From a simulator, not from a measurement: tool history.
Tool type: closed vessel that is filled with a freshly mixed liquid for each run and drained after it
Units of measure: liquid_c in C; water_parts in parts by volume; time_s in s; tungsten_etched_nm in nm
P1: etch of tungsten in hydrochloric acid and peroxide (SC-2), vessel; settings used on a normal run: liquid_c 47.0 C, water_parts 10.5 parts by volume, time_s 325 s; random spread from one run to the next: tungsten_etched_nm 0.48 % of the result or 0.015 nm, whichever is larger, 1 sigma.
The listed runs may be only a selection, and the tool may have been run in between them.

run	hour	liquid_c	water_parts	time_s	hours since the thermometer was replaced	hours since the chemicals flow meter was replaced	hours since the drum of peroxide was connected	tungsten_etched_nm
1	9.9	47.0	10.5	325	990.7	260.2	185.3	38.9040
2	20.4	47.0	4.0	325	1001.2	270.7	195.8	80.4570
3	35.6	35.0	10.5	325	1016.4	285.9	211.0	16.6410
4	49.5	63.5	10.5	325	1030.3	299.8	224.9	112.8800
5	64.6	47.0	10.5	325	1045.4	314.9	240.0	38.5840
6	75.7	47.0	10.5	325	1056.5	326.0	251.1	39.2070
7	90.0	47.0	10.5	325	1070.8	340.3	265.4	38.8350
8	102.9	47.0	10.5	635	1083.7	353.2	278.3	76.1730
# hour 107.3: chemicals flow meter replaced
9	121.8	47.0	10.5	325	1102.6	14.5	297.2	38.5990
10	140.5	47.0	10.5	30	1121.3	33.2	315.9	3.5298
11	158.9	47.0	10.5	325	1139.7	51.6	334.3	38.8170
12	170.2	35.0	18.0	325	1151.0	62.9	345.6	10.3770
13	188.2	47.0	16.0	325	1169.0	80.9	363.6	26.9330
14	196.8	47.0	10.5	325	1177.6	89.5	372.2	38.5230

Run 15, settings as shown, results not yet in. Your forecast:
15	215.7	47.0	10.5	325	1196.5	108.4	391.1	?

Run 15 came out at tungsten_etched_nm 40.8480 nm.

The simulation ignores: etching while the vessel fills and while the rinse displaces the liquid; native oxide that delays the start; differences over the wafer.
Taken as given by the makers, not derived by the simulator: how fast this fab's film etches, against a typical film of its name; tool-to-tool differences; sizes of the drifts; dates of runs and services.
